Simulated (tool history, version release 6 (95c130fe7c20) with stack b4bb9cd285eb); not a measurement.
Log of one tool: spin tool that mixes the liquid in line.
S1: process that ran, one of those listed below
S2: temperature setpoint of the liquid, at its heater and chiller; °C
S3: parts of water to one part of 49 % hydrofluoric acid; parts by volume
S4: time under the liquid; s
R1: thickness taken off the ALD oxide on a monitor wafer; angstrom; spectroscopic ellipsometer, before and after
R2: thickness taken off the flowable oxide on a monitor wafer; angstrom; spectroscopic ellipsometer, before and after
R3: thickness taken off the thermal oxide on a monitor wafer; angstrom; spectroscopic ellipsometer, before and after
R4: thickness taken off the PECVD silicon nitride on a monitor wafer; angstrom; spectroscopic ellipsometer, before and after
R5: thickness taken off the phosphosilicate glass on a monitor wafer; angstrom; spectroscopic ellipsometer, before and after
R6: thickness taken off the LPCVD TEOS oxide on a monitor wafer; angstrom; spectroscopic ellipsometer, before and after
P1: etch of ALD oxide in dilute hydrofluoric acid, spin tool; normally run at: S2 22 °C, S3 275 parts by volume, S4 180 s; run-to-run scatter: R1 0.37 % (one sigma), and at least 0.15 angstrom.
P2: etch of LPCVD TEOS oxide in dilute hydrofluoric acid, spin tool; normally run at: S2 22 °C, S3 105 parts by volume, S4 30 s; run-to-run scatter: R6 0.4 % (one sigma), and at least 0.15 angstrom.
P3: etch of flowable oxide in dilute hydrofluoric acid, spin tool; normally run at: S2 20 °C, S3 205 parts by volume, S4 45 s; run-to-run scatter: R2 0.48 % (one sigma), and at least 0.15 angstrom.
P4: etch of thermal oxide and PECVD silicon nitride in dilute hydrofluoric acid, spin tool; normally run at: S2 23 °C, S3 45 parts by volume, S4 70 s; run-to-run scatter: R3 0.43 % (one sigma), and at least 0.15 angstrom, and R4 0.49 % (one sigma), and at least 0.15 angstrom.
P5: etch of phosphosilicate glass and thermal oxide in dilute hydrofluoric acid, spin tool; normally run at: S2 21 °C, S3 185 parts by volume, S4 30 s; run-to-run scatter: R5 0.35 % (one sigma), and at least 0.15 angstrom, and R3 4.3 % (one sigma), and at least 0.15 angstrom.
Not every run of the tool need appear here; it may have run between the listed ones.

run 1 day=0.246 | S1=P1 S2=22 S3=275 S4=180 | R1=127
run 2 day=0.567 | S1=P1 S2=22 S3=275 S4=180 | R1=126.5
run 3 day=0.862 | S1=P3 S2=26 S3=205 S4=45 | R2=104.93
run 4 day=1.167 | S1=P1 S2=17 S3=275 S4=180 | R1=106.9
run 5 day=1.338 | S1=P1 S2=17.5 S3=275 S4=350 | R1=210.35
run 6 day=1.662 | S1=P4 S2=23 S3=45 S4=70 | R3=79.749 R4=47.666
run 7 day=2.038 | S1=P1 S2=22 S3=425 S4=180 | R1=71.768
run 8 day=2.392 | S1=P5 S2=21 S3=270 S4=30 | R3=4.0568 R5=166.32
run 9 day=2.612 | S1=P2 S2=17 S3=105 S4=30 | R6=93.854
run 10 day=2.796 | S1=P1 S2=22 S3=275 S4=180 | R1=127.12
run 11 day=2.967 | S1=P3 S2=20 S3=205 S4=45 | R2=83.976
run 12 day=3.229 | S1=P1 S2=26 S3=275 S4=80 | R1=65.089
run 13 day=3.5 | S1=P4 S2=18 S3=45 S4=70 | R3=64.119 R4=33.656
run 14 day=3.733 | S1=P3 S2=20 S3=60 S4=45 | R2=334.74
run 15 day=3.929 | S1=P1 S2=22 S3=275 S4=180 | R1=126.76
run 16 day=4.183 | S1=P2 S2=22 S3=105 S4=30 | R6=114.56
run 17 day=4.567 | S1=P1 S2=22 S3=125 S4=180 | R1=328.69
run 18 day=4.95 | S1=P2 S2=22 S3=105 S4=55 | R6=208.58
run 19 day=5.208 | S1=P1 S2=22 S3=275 S4=180 | R1=127.7
run 20 day=5.379 | S1=P5 S2=21 S3=185 S4=55 | R3=12.068 R5=485.62
run 21 day=5.754 | S1=P2 S2=22 S3=190 S4=30 | R6=57.441
run 22 day=6.05 | S1=P1 S2=22 S3=165 S4=335 | R1=439.57
run 23 day=6.408 | S1=P3 S2=20 S3=205 S4=45 | R2=83.029
run 24 day=6.608 | S1=P2 S2=22 S3=105 S4=30 | R6=113.46
run 25 day=6.942 | S1=P4 S2=23 S3=20 S4=70 | R3=185.63 R4=102.95
run 26 day=7.279 | S1=P4 S2=23 S3=45 S4=125 | R3=142.6 R4=84.332
run 27 day=7.617 | S1=P1 S2=22 S3=275 S4=180 | R1=127.33
run 28 day=7.942 | S1=P1 S2=22 S3=275 S4=310 | R1=220.91
run 29 day=8.167 | S1=P5 S2=28 S3=185 S4=30 | R3=7.9137 R5=344.66
run 30 day=8.546 | S1=P1 S2=22 S3=275 S4=95 | R1=67.123
run 31 day=8.862 | S1=P1 S2=22 S3=275 S4=180 | R1=127.08
run 32 day=9.083 | S1=P3 S2=20 S3=205 S4=15 | R2=28.228
run 33 day=9.254 | S1=P5 S2=21 S3=185 S4=30 | R3=7.1253 R5=264.63
run 34 day=9.6 | S1=P1 S2=27 S3=275 S4=180 | R1=151.87
run 35 day=9.892 | S1=P1 S2=22 S3=275 S4=180 | R1=126.97
run 36 day=10.071 | S1=P1 S2=22 S3=275 S4=180 | R1=124.97
run 37 day=10.267 | S1=P1 S2=22 S3=275 S4=180 | R1=124.07

The next listed run, before its measurement:
run 38 day=10.633 | S1=P1 S2=22 S3=275 S4=180 | R1=?

Run 38 yielded R1 121.42 angstrom.
